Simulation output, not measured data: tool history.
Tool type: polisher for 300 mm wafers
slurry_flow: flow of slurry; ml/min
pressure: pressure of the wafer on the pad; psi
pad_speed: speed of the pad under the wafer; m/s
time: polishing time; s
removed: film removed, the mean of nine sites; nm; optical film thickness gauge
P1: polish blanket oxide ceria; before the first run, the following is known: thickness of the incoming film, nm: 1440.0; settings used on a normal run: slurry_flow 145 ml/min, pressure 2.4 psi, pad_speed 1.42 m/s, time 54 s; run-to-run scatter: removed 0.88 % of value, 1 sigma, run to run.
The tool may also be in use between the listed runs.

Run 1, day 0.217: slurry_flow 145 ml/min, pressure 2.4 psi, pad_speed 1.42 m/s, time 54 s. Result: removed 213.970 nm.
Run 2, day 0.650: slurry_flow 145 ml/min, pressure 2.4 psi, pad_speed 1.42 m/s, time 80 s. Result: removed 318.880 nm.
Run 3, day 1.104: slurry_flow 145 ml/min, pressure 2.4 psi, pad_speed 0.90 m/s, time 71 s. Result: removed 177.640 nm.
Run 4, day 1.392: slurry_flow 145 ml/min, pressure 3.4 psi, pad_speed 1.42 m/s, time 54 s. Result: removed 300.560 nm.
Run 5, day 1.883: slurry_flow 145 ml/min, pressure 2.4 psi, pad_speed 1.42 m/s, time 29 s. Result: removed 115.220 nm.
Run 6, day 2.317: slurry_flow 85 ml/min, pressure 2.4 psi, pad_speed 1.42 m/s, time 54 s. Result: removed 187.750 nm.
Run 7, day 2.796: slurry_flow 145 ml/min, pressure 2.4 psi, pad_speed 1.42 m/s, time 54 s. Result: removed 215.620 nm.
Run 8, day 3.212: slurry_flow 145 ml/min, pressure 2.4 psi, pad_speed 1.42 m/s, time 54 s. Result: removed 213.320 nm.
Run 9, day 3.596: slurry_flow 145 ml/min, pressure 2.4 psi, pad_speed 2.14 m/s, time 54 s. Result: removed 318.720 nm.
Run 10, day 3.967: slurry_flow 145 ml/min, pressure 2.4 psi, pad_speed 0.64 m/s, time 54 s. Result: removed 97.249 nm.
Run 11, day 4.300: slurry_flow 145 ml/min, pressure 1.5 psi, pad_speed 1.42 m/s, time 54 s. Result: removed 133.670 nm.
Run 12, day 4.783: slurry_flow 145 ml/min, pressure 2.4 psi, pad_speed 1.42 m/s, time 54 s. Result: removed 213.180 nm.
Run 13, day 5.083: slurry_flow 185 ml/min, pressure 2.4 psi, pad_speed 1.42 m/s, time 54 s. Result: removed 218.920 nm.
Run 14, day 5.521: slurry_flow 145 ml/min, pressure 2.4 psi, pad_speed 1.42 m/s, time 54 s. Result: removed 216.440 nm.
Run 15, day 5.742: slurry_flow 145 ml/min, pressure 2.4 psi, pad_speed 1.42 m/s, time 54 s. Result: removed 204.710 nm.
Run 16, day 6.121: slurry_flow 145 ml/min, pressure 2.4 psi, pad_speed 1.42 m/s, time 54 s. Result: removed 203.650 nm.
Run 17, day 6.542: slurry_flow 145 ml/min, pressure 2.4 psi, pad_speed 1.42 m/s, time 54 s. Result: removed 200.820 nm.
Run 18, day 6.983: slurry_flow 145 ml/min, pressure 2.4 psi, pad_speed 1.42 m/s, time 54 s. Result: removed 192.760 nm.
At day 6.992: worn pad replaced by a new one.
Run 19, day 7.217: slurry_flow 145 ml/min, pressure 2.4 psi, pad_speed 1.42 m/s, time 54 s. Result: removed 195.300 nm.
Run 20, day 7.612: slurry_flow 145 ml/min, pressure 2.4 psi, pad_speed 1.42 m/s, time 54 s. Result: removed 195.340 nm.
Run 21, day 8.042: slurry_flow 145 ml/min, pressure 2.4 psi, pad_speed 1.42 m/s, time 54 s. Result: removed 194.360 nm.
Run 22, day 8.412: slurry_flow 145 ml/min, pressure 2.4 psi, pad_speed 1.42 m/s, time 54 s. Result: removed 195.770 nm.

The output of P1 has drifted from where it used to be. Each of the 2 causes below, taken at the size shown beside it, accounts for the log equally well:
A: slurry flow missing at the pad, % = 35.8
B: head's pressure below its setpoint, % = 9.19
At approximately day 5.521, the process output began to creep.
Other possible causes, and why each is ruled out:
removal rate lost through wear of the pad, %: serviced at day 6.992, after the change had begun; the process did not return to its earlier output

The 4 check runs listed below each average the results of 2 wafers, and their outcomes are marked with question marks. Under which run would the listed causes produce clearly different results?
Run check 1, day 8.783: slurry_flow 145 ml/min, pressure 2.4 psi, pad_speed 0.68 m/s, time 43 s. Result: removed ?.
Run check 2, day 8.783: slurry_flow 145 ml/min, pressure 1.6 psi, pad_speed 0.84 m/s, time 54 s. Result: removed ?.
Run check 3, day 8.783: slurry_flow 85 ml/min, pressure 2.4 psi, pad_speed 1.42 m/s, time 70 s. Result: removed ?.
Run check 4, day 8.783: slurry_flow 145 ml/min, pressure 2.9 psi, pad_speed 1.42 m/s, time 73 s. Result: removed ?.

Check results expected under each cause:
  check   result     if A     if B
check 1  removed   73.804   73.812
check 2  removed   76.328   76.336
check 3  removed  210.000  222.230
check 4  removed  316.160  316.190
How far apart the two closest causes lie, in the result that separates them most: check 1 0.01 %; check 2 0.01 %; check 3 5.66 %; check 4 0.01 %
The causes can be told apart only by check 3. The other checks would give nearly the same results under each of them.

Check 3 was then run and gave: removed 208.870 nm. Which cause is it?

The cause is A: slurry flow missing at the pad, %.
